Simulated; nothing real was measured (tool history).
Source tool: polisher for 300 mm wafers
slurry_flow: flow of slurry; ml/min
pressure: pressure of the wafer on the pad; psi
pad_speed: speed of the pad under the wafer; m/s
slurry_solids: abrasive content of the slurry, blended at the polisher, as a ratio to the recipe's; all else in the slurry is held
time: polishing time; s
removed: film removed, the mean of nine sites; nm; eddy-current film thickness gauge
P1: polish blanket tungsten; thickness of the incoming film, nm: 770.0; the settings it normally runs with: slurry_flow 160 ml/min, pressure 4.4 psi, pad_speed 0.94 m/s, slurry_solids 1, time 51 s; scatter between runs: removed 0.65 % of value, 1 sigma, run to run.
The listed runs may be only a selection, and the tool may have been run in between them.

| run | hour | slurry_flow | pressure | pad_speed | slurry_solids | time | removed |
|---|---|---|---|---|---|---|---|
| 1 | 11.8 | 160 | 4.4 | 0.94 | 1 | 51 | 225.56 |
| 2 | 22.1 | 160 | 4.4 | 1.46 | 1 | 51 | 352.83 |
| 3 | 30.5 | 160 | 4.4 | 0.94 | 1 | 51 | 224.88 |
| 4 | 38.5 | 160 | 4.4 | 0.94 | 0.5 | 51 | 192 |
| 5 | 55.7 | 160 | 4.4 | 0.94 | 1 | 23 | 102.52 |
| 6 | 72.5 | 160 | 4.4 | 0.94 | 1 | 51 | 224.99 |
| 7 | 87.2 | 160 | 2.7 | 0.94 | 1 | 34 | 91.571 |
| 8 | 96.6 | 160 | 4.4 | 0.94 | 1.35 | 51 | 240.78 |
| 9 | 108.3 | 160 | 6.5 | 0.94 | 1 | 51 | 333.18 |
| 10 | 120.2 | 160 | 4.4 | 0.68 | 1 | 51 | 163.12 |
| 11 | 137 | 160 | 3.3 | 0.94 | 1 | 51 | 168.04 |
| 12 | 150 | 160 | 4.4 | 0.94 | 1 | 51 | 224.58 |
| 13 | 159.9 | 160 | 4.4 | 0.94 | 1 | 51 | 226.09 |
|  | 171.5 | slurry nozzle cleaned |
| 14 | 171.9 | 235 | 4.4 | 0.94 | 1 | 51 | 238.87 |
|  | 183.8 | head pressure recalibrated |
| 15 | 185 | 160 | 4.4 | 0.94 | 1 | 76 | 337.25 |
| 16 | 197.1 | 95 | 4.4 | 0.94 | 1 | 51 | 201.03 |
| 17 | 208.5 | 160 | 4.4 | 0.94 | 1 | 51 | 224.95 |
| 18 | 224.5 | 160 | 4.4 | 0.94 | 1 | 51 | 225.92 |
| 19 | 237.8 | 160 | 4.4 | 0.94 | 1 | 51 | 221.08 |
| 20 | 254.5 | 160 | 4.4 | 0.94 | 1 | 51 | 210.79 |
| 21 | 266.6 | 160 | 4.4 | 0.94 | 1 | 51 | 210.14 |
| 22 | 276.3 | 160 | 4.4 | 0.94 | 1 | 51 | 206.36 |
|  | 279.2 | slurry tank refilled with fresh slurry and peroxide |
|  | 282.2 | slurry blender recalibrated |
| 23 | 289.2 | 160 | 4.4 | 0.94 | 1 | 51 | 206.03 |
| 24 | 304.3 | 160 | 4.4 | 0.94 | 1 | 51 | 203.02 |
|  | 311.5 | head pressure recalibrated |
| 25 | 314.6 | 160 | 4.4 | 0.94 | 1 | 51 | 206.25 |
| 26 | 328.3 | 160 | 4.4 | 0.94 | 1 | 51 | 205.55 |
| 27 | 340.6 | 160 | 4.4 | 0.94 | 1 | 51 | 203.78 |
| 28 | 352.7 | 160 | 4.4 | 0.94 | 1 | 51 | 204.41 |
| 29 | 362.4 | 160 | 4.4 | 0.94 | 1 | 51 | 204.64 |

The log shows P1 creeping away from where it was. Any of the 2 causes listed here, at the size stated for it, fits the log just as well as the others:
A: removal rate lost through wear of the pad, % = 9.37
B: slurry flow missing at the pad, % = 38.3
The onset of the drift is placed at about hour 224.5.
Why every other cause is out:
head's pressure below its setpoint, %: its service at hour 311.5 followed the start of the drift and did not put the process back to its old value
abrasive missing from the slurry, %: its service at hour 282.2 followed the start of the drift and did not put the process back to its old value
peroxide lost from the slurry, %: its service at hour 279.2 followed the start of the drift and did not put the process back to its old value

4 check runs are offered, each on 5 wafers whose results are averaged, their results left as question marks. Which one tells the causes apart?
| check 1 | 372.1 | 160 | 4.4 | 0.94 | 1.35 | 24 | ? |
| check 2 | 372.1 | 160 | 4.4 | 1.44 | 1 | 51 | ? |
| check 3 | 372.1 | 215 | 4.4 | 0.94 | 0.65 | 51 | ? |
| check 4 | 372.1 | 160 | 4.4 | 0.68 | 1.35 | 51 | ? |

Outcome of each check run for each possible cause:
| check | result | if A | if B |
|---|---|---|---|
| check 1 | removed | 103.07 | 103.05 |
| check 2 | removed | 312.2 | 312.16 |
| check 3 | removed | 192.36 | 196.88 |
| check 4 | removed | 158.44 | 158.41 |
Distance between the nearest two causes, measured in the result of the check that separates them most: check 1 0.01 %; check 2 0.01 %; check 3 2.32 %; check 4 0.01 %
The other checks would show nearly matching results whichever cause is true, so check 3 is the only one that separates the causes.

With check 3 done, the readings were: removed 192.34 nm. Identify which of the listed causes applies.

The correct cause is A, namely: removal rate lost through wear of the pad, %.
